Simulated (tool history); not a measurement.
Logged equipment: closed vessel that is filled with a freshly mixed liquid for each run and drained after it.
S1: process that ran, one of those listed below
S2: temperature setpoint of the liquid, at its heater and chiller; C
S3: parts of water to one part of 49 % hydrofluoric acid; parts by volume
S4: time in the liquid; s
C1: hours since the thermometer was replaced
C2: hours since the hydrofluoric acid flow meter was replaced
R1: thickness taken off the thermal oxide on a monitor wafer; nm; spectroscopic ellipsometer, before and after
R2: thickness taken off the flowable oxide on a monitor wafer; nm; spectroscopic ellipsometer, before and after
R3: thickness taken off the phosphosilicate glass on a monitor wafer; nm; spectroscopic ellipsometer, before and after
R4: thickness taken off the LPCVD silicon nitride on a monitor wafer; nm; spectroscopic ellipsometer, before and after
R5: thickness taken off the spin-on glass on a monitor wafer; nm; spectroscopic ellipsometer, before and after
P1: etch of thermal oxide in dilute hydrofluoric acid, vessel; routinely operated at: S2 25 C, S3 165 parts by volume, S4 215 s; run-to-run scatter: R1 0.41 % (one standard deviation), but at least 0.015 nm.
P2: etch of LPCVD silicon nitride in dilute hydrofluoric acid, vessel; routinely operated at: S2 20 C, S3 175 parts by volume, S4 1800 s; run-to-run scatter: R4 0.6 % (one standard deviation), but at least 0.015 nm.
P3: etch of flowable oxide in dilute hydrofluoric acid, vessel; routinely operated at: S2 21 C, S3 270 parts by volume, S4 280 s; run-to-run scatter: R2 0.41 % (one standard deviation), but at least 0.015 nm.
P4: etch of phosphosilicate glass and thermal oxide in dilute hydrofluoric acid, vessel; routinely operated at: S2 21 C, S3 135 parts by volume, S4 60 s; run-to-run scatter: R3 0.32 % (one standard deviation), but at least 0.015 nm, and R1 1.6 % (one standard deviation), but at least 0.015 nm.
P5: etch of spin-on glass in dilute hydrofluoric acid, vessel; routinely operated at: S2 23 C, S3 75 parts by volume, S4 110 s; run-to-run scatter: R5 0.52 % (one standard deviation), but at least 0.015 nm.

run,hour,S1,S2,S3,S4,C1,C2,R1,R2,R3,R4,R5
1,3.5,P1,25,165,215,110.2,239,6.0769,,,,
2,8.9,P1,25,75,215,115.6,244.4,14.952,,,,
3,13.9,P1,25,165,350,120.6,249.4,9.9156,,,,
4,21.6,P3,21,270,280,128.3,257.1,,26.579,,,
5,29.5,P3,21,270,280,136.2,265,,26.669,,,
6,35.4,P4,21,135,115,142.1,270.9,3.1627,,68.368,,
7,40.1,P2,20,175,1800,146.8,275.6,,,,4.1271,
8,44.9,P1,25,225,215,151.6,280.4,4.1728,,,,
9,51.8,P2,20,90,1800,158.5,287.3,,,,7.8464,
10,57.3,P1,25,165,215,164,292.8,6.064,,,,
11,64,P1,25,165,215,170.7,299.5,6.0768,,,,
12,68,P1,31,165,215,174.7,303.5,7.5648,,,,
13,71.9,P2,17,175,1800,178.6,307.4,,,,3.3917,
14,77.4,P2,20,175,435,184.1,312.9,,,,0.98374,
15,81.7,P5,27.5,75,110,188.4,317.2,,,,,55.421
16,86,P4,21,135,60,192.7,321.5,1.6322,,35.467,,
17,89.7,P1,25,260,30,196.4,325.2,0.46839,,,,
18,96.2,P3,21,270,135,202.9,331.7,,12.887,,,
19,102.7,P4,21,245,60,209.4,338.2,0.81631,,17.561,,
20,109.8,P1,25,55,90,216.5,345.3,8.8118,,,,
21,114.4,P5,23,25,110,221.1,349.9,,,,,145.98
22,119.5,P3,17,270,280,226.2,355,,22.99,,,
23,126.2,P1,25,165,215,232.9,361.7,6.1438,,,,
24,131.5,P5,23,75,110,238.2,367,,,,,46.156
25,139.1,P1,25,165,30,245.8,374.6,0.86269,,,,
26,146.7,P3,21,150,280,253.4,382.2,,53.959,,,
27,151.6,P5,23,75,35,258.3,387.1,,,,,14.72
28,157.8,P4,17,135,60,264.5,393.3,1.4352,,30.264,,
29,163.6,P1,20,165,215,270.3,399.1,5.0097,,,,
30,167.3,P1,25,165,215,274,402.8,6.0761,,,,
31,174.6,P1,25,165,215,281.3,410.1,6.1068,,,,
32,178.1,P1,25,165,215,284.8,413.6,6.0963,,,,
33,181.6,P1,25,165,215,288.3,417.1,6.2143,,,,
34,186.6,P1,25,165,215,293.3,422.1,6.3236,,,,
35,194.4,P1,25,165,215,301.1,429.9,6.3836,,,,
36,202.3,P1,25,165,215,309,437.8,6.4042,,,,
37,207.7,P1,25,165,215,314.4,443.2,6.4348,,,,
38,213.9,P1,25,165,215,320.6,449.4,6.4412,,,,
39,218.9,P1,25,165,215,325.6,454.4,6.4448,,,,

The log shows P1 creeping away from where it was. Any of the 2 causes listed here, at the size stated for it, fits the log just as well as the others:
A: hydrofluoric acid flow above the setpoint (%) = 4.99
B: liquid hotter than its thermometer reads (K) = 1.56
The creep began at about hour 178.1.

Below are 4 check runs, each on a single wafer, with their results shown as question marks. Which of them would tell the listed causes apart, meaning the causes would give clearly different results under it?
check 1,223.9,P3,17,270,180,,,,?,,,
check 2,223.9,P2,20,105,870,,,,,,?,
check 3,223.9,P5,26.5,75,50,,,,,,,?
check 4,223.9,P4,21,245,90,,,?,,?,,

Predicted outcomes, by check and by cause:
check,result,if A,if B
check 1,R2,15.692,15.687
check 2,R4,3.4439,3.6489
check 3,R5,25.325,25.522
check 4,R1,1.3168,1.3136
check 4,R3,27.913,27.846
Per-check spread between the two closest causes, in the result where they differ most: check 1 0.03 %; check 2 5.78 %; check 3 0.78 %; check 4 0.24 %
Check 2 tells the causes apart: in the others they would give nearly the same result.

The results of check 2 are: R4 3.6342 nm. Based on these, which of the listed causes is it?

B is the cause: liquid hotter than its thermometer reads (K).
